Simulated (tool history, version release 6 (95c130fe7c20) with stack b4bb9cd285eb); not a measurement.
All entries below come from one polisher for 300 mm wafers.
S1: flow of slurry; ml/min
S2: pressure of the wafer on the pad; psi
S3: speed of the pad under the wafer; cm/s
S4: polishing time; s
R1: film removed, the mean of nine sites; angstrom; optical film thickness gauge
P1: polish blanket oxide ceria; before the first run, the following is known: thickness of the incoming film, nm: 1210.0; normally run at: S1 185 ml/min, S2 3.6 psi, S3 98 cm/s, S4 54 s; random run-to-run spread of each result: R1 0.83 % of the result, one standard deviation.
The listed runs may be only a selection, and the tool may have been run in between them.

Run 1, hour 7.2: S1 185 ml/min, S2 3.6 psi, S3 98 cm/s, S4 54 s. Result: R1 2759 angstrom.
At hour 12.7: head pressure recalibrated.
Run 2, hour 16.5: S1 185 ml/min, S2 3.6 psi, S3 98 cm/s, S4 54 s. Result: R1 2794.1 angstrom.
Run 3, hour 22.8: S1 185 ml/min, S2 3.6 psi, S3 138 cm/s, S4 54 s. Result: R1 3956.8 angstrom.
Run 4, hour 29.9: S1 185 ml/min, S2 5.6 psi, S3 98 cm/s, S4 54 s. Result: R1 4304.2 angstrom.
Run 5, hour 34.9: S1 110 ml/min, S2 3.6 psi, S3 98 cm/s, S4 54 s. Result: R1 2502.1 angstrom.
Run 6, hour 45.2: S1 260 ml/min, S2 3.6 psi, S3 98 cm/s, S4 54 s. Result: R1 2889.2 angstrom.
Run 7, hour 54.6: S1 185 ml/min, S2 3.6 psi, S3 98 cm/s, S4 54 s. Result: R1 2780.1 angstrom.
Run 8, hour 63: S1 185 ml/min, S2 3.6 psi, S3 98 cm/s, S4 54 s. Result: R1 2758.2 angstrom.
Run 9, hour 69.5: S1 185 ml/min, S2 3.6 psi, S3 50 cm/s, S4 54 s. Result: R1 1425.2 angstrom.
Run 10, hour 79.5: S1 185 ml/min, S2 3.6 psi, S3 98 cm/s, S4 69 s. Result: R1 3547.6 angstrom.
Run 11, hour 88.5: S1 185 ml/min, S2 1.6 psi, S3 98 cm/s, S4 54 s. Result: R1 1242 angstrom.
Run 12, hour 97.2: S1 110 ml/min, S2 2.5 psi, S3 98 cm/s, S4 54 s. Result: R1 1743.3 angstrom.
Run 13, hour 104.3: S1 185 ml/min, S2 3.6 psi, S3 98 cm/s, S4 54 s. Result: R1 2775.5 angstrom.
Run 14, hour 113: S1 185 ml/min, S2 3.6 psi, S3 98 cm/s, S4 25 s. Result: R1 1252.7 angstrom.
Run 15, hour 118.7: S1 185 ml/min, S2 3.6 psi, S3 98 cm/s, S4 54 s. Result: R1 2799.7 angstrom.
Run 16, hour 128: S1 185 ml/min, S2 3.6 psi, S3 98 cm/s, S4 54 s. Result: R1 2703.4 angstrom.
Run 17, hour 135.6: S1 185 ml/min, S2 3.6 psi, S3 98 cm/s, S4 54 s. Result: R1 2667.4 angstrom.

What will run 18 give?
Run 18, hour 141.5: S1 185 ml/min, S2 3.6 psi, S3 98 cm/s, S4 54 s. Result: R1 ?.

Run 18 measured R1 2640.9 angstrom.
